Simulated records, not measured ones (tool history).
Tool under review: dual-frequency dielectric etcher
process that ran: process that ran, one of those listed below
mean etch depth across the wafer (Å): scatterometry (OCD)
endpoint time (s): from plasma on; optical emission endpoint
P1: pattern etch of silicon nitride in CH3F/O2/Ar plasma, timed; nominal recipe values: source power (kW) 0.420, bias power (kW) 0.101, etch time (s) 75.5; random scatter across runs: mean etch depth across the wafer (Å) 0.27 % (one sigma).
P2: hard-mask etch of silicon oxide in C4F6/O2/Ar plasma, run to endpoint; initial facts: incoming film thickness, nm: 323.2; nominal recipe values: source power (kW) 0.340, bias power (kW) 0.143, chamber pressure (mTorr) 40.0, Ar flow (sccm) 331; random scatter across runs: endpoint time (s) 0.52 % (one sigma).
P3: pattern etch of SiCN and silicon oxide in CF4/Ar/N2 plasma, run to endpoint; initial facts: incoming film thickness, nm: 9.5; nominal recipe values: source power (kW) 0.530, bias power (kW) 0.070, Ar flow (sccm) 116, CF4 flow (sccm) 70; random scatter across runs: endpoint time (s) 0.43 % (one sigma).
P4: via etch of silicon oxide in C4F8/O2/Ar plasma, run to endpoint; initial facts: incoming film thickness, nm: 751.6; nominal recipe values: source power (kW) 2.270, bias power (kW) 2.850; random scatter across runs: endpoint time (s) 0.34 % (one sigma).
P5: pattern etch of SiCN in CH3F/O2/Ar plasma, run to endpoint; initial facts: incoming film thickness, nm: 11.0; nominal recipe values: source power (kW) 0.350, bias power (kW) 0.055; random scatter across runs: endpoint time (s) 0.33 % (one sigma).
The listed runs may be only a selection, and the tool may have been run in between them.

run	hour	process that ran	source power (kW)	bias power (kW)	etch time (s)	chamber pressure (mTorr)	Ar flow (sccm)	CF4 flow (sccm)	hours since the last wet clean	hours since the last source power generator calibration	hours since the last bias power generator calibration	mean etch depth across the wafer (Å)	endpoint time (s)
1	3.5	P1	0.420	0.101	75.5				290.0	1112.8	1361.7	618.48	
2	6.1	P5	0.350	0.055					292.6	1115.4	1364.3		34.2540
3	10.3	P4	2.270	2.223					296.8	1119.6	1368.5		139.3000
4	13.1	P5	0.450	0.055					299.6	1122.4	1371.3		31.1270
5	16.3	P2	0.410	0.143		40.0	331		302.8	1125.6	1374.5		120.6600
6	18.9	P3	0.440	0.070			116	70	305.4	1128.2	1377.1		11.3220
7	21.0	P1	0.550	0.101	56.0				307.5	1130.3	1379.2	511.69	
8	24.2	P3	0.530	0.070			116	70	310.7	1133.5	1382.4		9.5848
9	26.9	P1	0.420	0.101	75.5				313.4	1136.2	1385.1	618.99	
10	29.6	P1	0.500	0.101	109.5				316.1	1138.9	1387.8	960.75	
11	32.4	P1	0.420	0.101	75.5				318.9	1141.7	1390.6	621.70	
12	36.3	P1	0.420	0.101	75.5				322.8	1145.6	1394.5	618.88	
13	39.0	P4	2.270	2.850					325.5	1148.3	1397.2		129.2200
14	43.1	P4	1.610	2.850					329.6	1152.4	1401.3		148.1900
15	45.7	P2	0.340	0.143		40.0	197		332.2	1155.0	1403.9		122.9900
16	49.8	P5	0.350	0.055					336.3	1159.1	1408.0		34.2800
17	51.7	P1	0.420	0.124	75.5				338.2	1161.0	1409.9	670.06	
18	53.9	P5	0.350	0.072					340.4	1163.2	1412.1		31.2340
19	56.4	P2	0.340	0.143		40.0	331		342.9	1165.7	1414.6		130.4400
20	60.2	P1	0.550	0.101	75.5				346.7	1169.5	1418.4	680.73	
21	63.1	P2	0.340	0.143		55.5	331		349.6	1172.4	1421.3		135.6400
22	66.1	P1	0.420	0.101	75.5				352.6	1175.4	1424.3	619.00	
23	68.3	P1	0.420	0.101	41.5				354.8	1177.6	1426.5	340.47	
24	72.5	P2	0.340	0.143		40.0	331		359.0	1181.8	1430.7		129.5800
25	76.2	P1	0.420	0.063	75.5				362.7	1185.5	1434.4	523.94	
26	78.2	P3	0.530	0.043			116	70	364.7	1187.5	1436.4		11.1880
27	81.4	P1	0.420	0.101	104.5				367.9	1190.7	1439.6	856.76	
28	83.5	P3	0.530	0.070			84	70	370.0	1192.8	1441.7		9.2003
29	86.1	P3	0.530	0.070			116	99	372.6	1195.4	1444.3		9.1362

What will run 30 give?
30	88.2	P2	0.340	0.192		40.0	331		374.7	1197.5	1446.4		?

endpoint time (s): 118.8600
